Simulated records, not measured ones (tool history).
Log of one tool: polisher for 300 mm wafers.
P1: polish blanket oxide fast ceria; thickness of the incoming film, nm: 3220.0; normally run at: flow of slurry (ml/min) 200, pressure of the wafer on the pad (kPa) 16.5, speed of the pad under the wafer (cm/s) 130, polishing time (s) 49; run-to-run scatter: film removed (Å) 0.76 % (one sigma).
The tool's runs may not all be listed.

run	hour	flow of slurry (ml/min)	pressure of the wafer on the pad (kPa)	speed of the pad under the wafer (cm/s)	polishing time (s)	wafers polished on this pad	hours since the slurry nozzle was cleaned	hours since the head pressure was calibrated	film removed (Å)
1	10	200	16.5	130	49	1000	327.2	403.6	10107
2	18.5	120	16.5	130	49	1081	335.7	412.1	9203
3	32.4	200	22.1	78	49	1213	349.6	426	7984.6
4	46.1	200	9	130	49	1343	363.3	439.7	5396.8
5	56.6	200	16.5	130	49	1443	373.8	450.2	9836.3
6	67.7	200	16.5	130	27	1549	384.9	461.3	5509
7	79.1	200	16.5	130	64	1657	396.3	472.7	13075
8	89.2	255	16.5	130	49	1753	406.4	482.8	10317
9	102.3	200	16.5	130	49	1878	419.5	495.9	9927.4
10	116	200	16.5	130	49	2009	433.2	509.6	10016
11	125.6	200	16.5	130	49	2100	442.8	519.2	9897.9
# hour 137.5: slurry nozzle cleaned
12	140.4	250	16.5	130	71	2241	2.9	534	14988
13	151.7	200	16.5	130	49	2348	14.2	545.3	10059
14	165.8	200	16.5	200	49	2483	28.3	559.4	15404

The next listed run, before its measurement:
15	173.5	200	16.5	58	49	2556	36	567.1	?

Run 15 gave film removed (Å) 4534.6.

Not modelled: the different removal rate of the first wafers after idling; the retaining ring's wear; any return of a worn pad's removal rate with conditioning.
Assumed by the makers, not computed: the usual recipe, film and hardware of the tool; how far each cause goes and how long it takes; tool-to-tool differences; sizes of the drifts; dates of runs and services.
